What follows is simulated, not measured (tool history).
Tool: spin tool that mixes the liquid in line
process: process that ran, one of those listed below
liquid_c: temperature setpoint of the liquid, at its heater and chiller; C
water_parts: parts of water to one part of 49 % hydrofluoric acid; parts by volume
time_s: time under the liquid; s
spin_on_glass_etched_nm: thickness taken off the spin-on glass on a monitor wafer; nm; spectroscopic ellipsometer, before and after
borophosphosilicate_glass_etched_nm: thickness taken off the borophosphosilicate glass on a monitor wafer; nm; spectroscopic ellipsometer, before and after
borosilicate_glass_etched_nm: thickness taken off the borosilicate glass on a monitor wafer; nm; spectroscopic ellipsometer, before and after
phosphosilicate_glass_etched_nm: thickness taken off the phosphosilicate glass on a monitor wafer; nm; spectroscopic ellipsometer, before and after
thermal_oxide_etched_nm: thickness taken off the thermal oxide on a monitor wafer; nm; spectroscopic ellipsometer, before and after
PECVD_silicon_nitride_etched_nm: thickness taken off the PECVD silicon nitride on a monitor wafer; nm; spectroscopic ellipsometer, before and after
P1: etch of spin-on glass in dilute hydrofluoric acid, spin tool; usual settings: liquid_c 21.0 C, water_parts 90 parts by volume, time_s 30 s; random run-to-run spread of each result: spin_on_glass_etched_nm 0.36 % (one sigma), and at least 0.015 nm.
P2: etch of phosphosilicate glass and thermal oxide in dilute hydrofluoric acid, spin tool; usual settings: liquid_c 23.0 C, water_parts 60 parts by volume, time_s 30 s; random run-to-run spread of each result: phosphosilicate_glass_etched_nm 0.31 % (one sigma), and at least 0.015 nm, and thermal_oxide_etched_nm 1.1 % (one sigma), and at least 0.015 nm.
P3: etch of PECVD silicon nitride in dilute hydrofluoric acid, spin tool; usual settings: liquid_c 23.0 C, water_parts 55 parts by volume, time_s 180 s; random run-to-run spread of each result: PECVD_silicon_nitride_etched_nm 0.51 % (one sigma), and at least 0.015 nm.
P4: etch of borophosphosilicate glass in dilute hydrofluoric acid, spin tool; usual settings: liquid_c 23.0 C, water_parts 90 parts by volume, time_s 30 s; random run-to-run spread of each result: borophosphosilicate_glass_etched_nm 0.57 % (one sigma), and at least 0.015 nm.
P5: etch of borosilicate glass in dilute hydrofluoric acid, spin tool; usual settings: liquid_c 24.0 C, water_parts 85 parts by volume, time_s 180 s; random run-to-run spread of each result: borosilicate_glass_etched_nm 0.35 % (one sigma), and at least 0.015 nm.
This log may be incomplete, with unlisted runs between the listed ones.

run,hour,process,liquid_c,water_parts,time_s,spin_on_glass_etched_nm,borophosphosilicate_glass_etched_nm,borosilicate_glass_etched_nm,phosphosilicate_glass_etched_nm,thermal_oxide_etched_nm,PECVD_silicon_nitride_etched_nm
1,5.2,P1,21.0,90,30,11.3740,,,,,
2,11.8,P4,23.0,90,30,,27.891,,,,
3,21.9,P5,24.0,85,180,,,34.778,,,
4,31.1,P2,23.0,60,30,,,,87.248,2.3552,
5,38.1,P1,21.0,90,15,5.6608,,,,,
6,44.6,P3,23.0,55,180,,,,,,5.09390
7,54.8,P1,21.0,90,30,11.3860,,,,,
8,59.6,P4,23.0,40,30,,66.390,,,,
9,70.2,P2,23.0,60,30,,,,87.334,2.3896,
10,80.5,P1,21.0,90,30,11.4050,,,,,
11,90.0,P4,29.0,90,30,,35.272,,,,
12,96.8,P5,24.0,140,180,,,19.995,,,
13,107.8,P1,21.0,90,30,11.3340,,,,,
14,114.7,P3,27.5,55,180,,,,,,6.92840
15,122.4,P2,23.0,60,15,,,,43.768,1.1833,
16,132.9,P5,17.5,85,180,,,26.902,,,
# hour 138.0: hydrofluoric acid flow meter replaced
17,141.7,P1,21.0,90,30,11.3070,,,,,
18,146.9,P4,23.0,90,50,,45.651,,,,
19,155.6,P1,21.0,55,30,19.3820,,,,,
20,166.5,P3,23.0,30,180,,,,,,9.22180
21,171.5,P1,21.0,90,30,11.3990,,,,,
22,179.7,P3,23.0,55,15,,,,,,0.41418
23,190.2,P5,24.0,85,180,,,34.920,,,
24,199.0,P2,23.0,110,30,,,,44.635,1.2302,
25,208.7,P4,23.0,90,30,,27.703,,,,
26,218.5,P1,17.0,90,30,9.5961,,,,,
27,228.2,P1,21.0,150,30,6.3469,,,,,
28,235.2,P2,17.0,60,30,,,,67.446,1.8521,
29,245.1,P1,21.0,90,60,22.7220,,,,,
30,250.7,P5,24.0,85,285,,,55.161,,,
31,260.9,P1,25.0,90,30,13.3270,,,,,
32,269.1,P1,21.0,20,60,110.9800,,,,,
33,276.5,P1,21.0,90,30,11.2840,,,,,
34,284.0,P1,21.0,90,30,11.6150,,,,,
35,290.2,P1,21.0,90,30,11.7900,,,,,
36,299.3,P1,21.0,90,30,11.9770,,,,,
37,306.3,P1,21.0,90,30,12.0660,,,,,
38,312.6,P1,21.0,90,30,12.0530,,,,,
39,321.8,P1,21.0,90,30,12.1340,,,,,
40,327.8,P1,21.0,90,30,12.1620,,,,,
41,333.6,P1,21.0,90,30,12.2040,,,,,
42,344.2,P1,21.0,90,30,12.1480,,,,,
43,352.5,P1,21.0,90,30,12.2730,,,,,
44,358.3,P1,21.0,90,30,12.2390,,,,,

What P1 gives has crept off from where it sat before. The 2 causes that follow fit the log equally well, each at the size noted:
A: hydrofluoric acid flow above the setpoint (%) = 7.03
B: liquid hotter than its thermometer reads (K) = 1.85
The drift started at roughly hour 276.5.

Which of the 4 check runs listed below, each an average over 2 wafers with its results shown as question marks, gives clearly different results under the different listed causes?
check 1,364.1,P5,24.0,120,280,,,?,,,
check 2,364.1,P2,17.0,105,30,,,,?,?,
check 3,364.1,P4,23.0,60,40,,?,,,,
check 4,364.1,P3,23.0,55,50,,,,,,?

Expected result of each check under each candidate cause:
check,result,if A,if B
check 1,borosilicate_glass_etched_nm,39.897,39.668
check 2,phosphosilicate_glass_etched_nm,39.720,39.801
check 2,thermal_oxide_etched_nm,1.0812,1.0834
check 3,borophosphosilicate_glass_etched_nm,62.028,62.191
check 4,PECVD_silicon_nitride_etched_nm,1.51950,1.61040
Separation of the two closest causes in each check, using whichever result separates them best: check 1 0.58 %; check 2 0.2 %; check 3 0.26 %; check 4 5.81 %
Of the check runs offered, only check 4 discriminates between the causes; the rest would read about the same regardless of which cause applies.

The results of check 4 are: PECVD_silicon_nitride_etched_nm 1.63470 nm. Based on these, which of the listed causes is it?

The correct cause is B, namely: liquid hotter than its thermometer reads (K).
